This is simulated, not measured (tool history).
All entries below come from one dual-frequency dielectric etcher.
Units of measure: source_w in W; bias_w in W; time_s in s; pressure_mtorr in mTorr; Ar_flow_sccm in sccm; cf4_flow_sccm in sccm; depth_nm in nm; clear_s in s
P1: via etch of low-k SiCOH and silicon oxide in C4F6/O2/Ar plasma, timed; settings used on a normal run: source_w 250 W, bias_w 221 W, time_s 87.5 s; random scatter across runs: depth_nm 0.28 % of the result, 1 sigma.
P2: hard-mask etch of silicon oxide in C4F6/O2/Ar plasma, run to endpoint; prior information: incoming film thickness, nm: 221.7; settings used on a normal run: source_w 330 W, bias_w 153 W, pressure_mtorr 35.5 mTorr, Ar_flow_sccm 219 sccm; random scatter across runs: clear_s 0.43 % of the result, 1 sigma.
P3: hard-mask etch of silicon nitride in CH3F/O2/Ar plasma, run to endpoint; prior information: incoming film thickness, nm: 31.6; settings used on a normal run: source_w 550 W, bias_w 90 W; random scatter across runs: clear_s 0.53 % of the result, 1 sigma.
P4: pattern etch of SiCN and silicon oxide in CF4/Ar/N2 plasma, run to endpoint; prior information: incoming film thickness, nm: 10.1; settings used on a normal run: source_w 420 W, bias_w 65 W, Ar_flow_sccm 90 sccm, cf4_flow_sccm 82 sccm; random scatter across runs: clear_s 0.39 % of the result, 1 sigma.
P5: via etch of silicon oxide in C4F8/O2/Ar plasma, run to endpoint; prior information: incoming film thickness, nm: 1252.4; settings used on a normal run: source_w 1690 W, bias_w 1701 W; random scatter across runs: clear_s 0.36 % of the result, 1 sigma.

run	hour	process	source_w	bias_w	time_s	pressure_mtorr	Ar_flow_sccm	cf4_flow_sccm	hours since the last wet clean	hours since the last source power generator calibration	hours since the last bias power generator calibration	depth_nm	clear_s
1	16.3	P1	250	221	87.5				166.5	2798.3	1820.3	225.77	
2	32.2	P1	320	221	66.0				182.4	2814.2	1836.2	186.76	
3	48.7	P1	250	221	87.5				198.9	2830.7	1852.7	226.53	
4	61.8	P1	330	221	61.0				212.0	2843.8	1865.8	173.99	
5	76.0	P2	330	153		27.0	219		226.2	2858.0	1880.0		75.8040
6	83.5	P4	420	65			90	55	233.7	2865.5	1887.5		13.2010
7	99.8	P2	330	153		35.5	219		250.0	2881.8	1903.8		79.2810
8	107.7	P1	250	286	87.5				257.9	2889.7	1911.7	246.46	
9	116.4	P2	250	153		35.5	219		266.6	2898.4	1920.4		88.3340
10	131.2	P3	550	90					281.4	2913.2	1935.2		37.8390
11	145.1	P1	250	221	87.5				295.3	2927.1	1949.1	224.83	
12	159.7	P4	420	65			90	82	309.9	2941.7	1963.7		12.4210
13	174.1	P1	250	164	87.5				324.3	2956.1	1978.1	203.52	
14	189.3	P1	250	269	50.5				339.5	2971.3	1993.3	139.10	
15	200.8	P2	330	91		35.5	219		351.0	2982.8	2004.8		92.0990
16	211.5	P5	1690	2105					361.7	2993.5	2015.5		263.1500
17	221.7	P2	330	153		35.5	305		371.9	3003.7	2025.7		82.4060
18	235.1	P1	250	221	48.0				385.3	3017.1	2039.1	123.02	
19	244.9	P1	250	221	87.5				395.1	3026.9	2048.9	224.68	
20	252.4	P1	170	221	87.5				402.6	3034.4	2056.4	193.98	
21	263.6	P3	550	90					413.8	3045.6	2067.6		37.4210
22	274.1	P4	580	65			90	82	424.3	3056.1	2078.1		9.3624
# hour 275.6: source power generator calibrated
23	288.1	P3	700	90					438.3	12.6	2092.1		34.1760
24	303.0	P5	1690	1701					453.2	27.5	2107.0		279.3600
25	320.1	P2	330	153		35.5	219		470.3	44.6	2124.1		78.3970
26	331.3	P4	420	77			90	82	481.5	55.8	2135.3		11.6660
27	339.2	P4	420	65			56	82	489.4	63.7	2143.2		11.6950
28	356.4	P3	550	72					506.6	80.9	2160.4		40.5830
29	373.3	P1	250	221	87.5				523.5	97.8	2177.3	226.18	
30	390.1	P1	250	221	87.5				540.3	114.6	2194.1	226.02	
31	406.4	P1	250	221	122.5				556.6	130.9	2210.4	315.80	
32	416.1	P5	2360	1701					566.3	140.6	2220.1		244.1600
33	426.1	P1	250	221	87.5				576.3	150.6	2230.1	225.21	
34	439.6	P1	340	221	87.5				589.8	164.1	2243.6	252.27	
35	450.2	P1	250	221	87.5				600.4	174.7	2254.2	224.93	
36	461.9	P1	250	221	87.5				612.1	186.4	2265.9	223.83	
37	475.9	P1	250	221	87.5				626.1	200.4	2279.9	222.65	
38	490.2	P1	250	221	87.5				640.4	214.7	2294.2	222.47	
39	506.2	P1	250	221	87.5				656.4	230.7	2310.2	223.68	
# hour 511.7: wet clean of the chamber
40	517.9	P1	250	221	87.5				6.2	242.4	2321.9	223.26	
41	534.7	P1	250	221	87.5				23.0	259.2	2338.7	221.78	
42	549.9	P1	250	221	87.5				38.2	274.4	2353.9	221.53	
43	558.5	P1	250	221	87.5				46.8	283.0	2362.5	222.65	
44	566.1	P1	250	221	87.5				54.4	290.6	2370.1	221.75	

What P1 gives has crept off from where it sat before. The 2 causes that follow fit the log equally well, each at the size noted:
A: bias power that arrives under what is set, % = 4.09
B: source power that arrives under what is set, % = 3.65
The drift started at roughly hour 450.2.
Why every other cause is out:
chamber walls in a state that lowers the etch rate, %: was serviced at hour 511.7, once the creep was under way, yet the earlier output never came back

Below are 4 check runs, each averaged over 2 wafers, with their results shown as question marks. Which of them would give clearly different results depending on which cause is behind the drift?
check 1	573.7	P2	270	96		35.5	219						?
check 2	573.7	P4	560	65			90	82					?
check 3	573.7	P5	2210	2044									?
check 4	573.7	P3	670	90									?

If the cause were each of the candidates in turn, the checks would give the following:
check	result	if A	if B
check 1	clear_s	99.2610	99.5880
check 2	clear_s	9.7098	9.9080
check 3	clear_s	241.6500	242.3800
check 4	clear_s	35.3960	35.3850
Smallest distance between any two causes, each pair judged by its most separating result, in per cent: check 1 0.33 %; check 2 2.02 %; check 3 0.3 %; check 4 0.03 %
Only in check 2 would the causes give clearly different results; in the remaining checks their results would be nearly the same.

Then check 2 was run and gave: clear_s 9.9287 s. Which cause is it?

The correct cause is B, namely: source power that arrives under what is set, %.

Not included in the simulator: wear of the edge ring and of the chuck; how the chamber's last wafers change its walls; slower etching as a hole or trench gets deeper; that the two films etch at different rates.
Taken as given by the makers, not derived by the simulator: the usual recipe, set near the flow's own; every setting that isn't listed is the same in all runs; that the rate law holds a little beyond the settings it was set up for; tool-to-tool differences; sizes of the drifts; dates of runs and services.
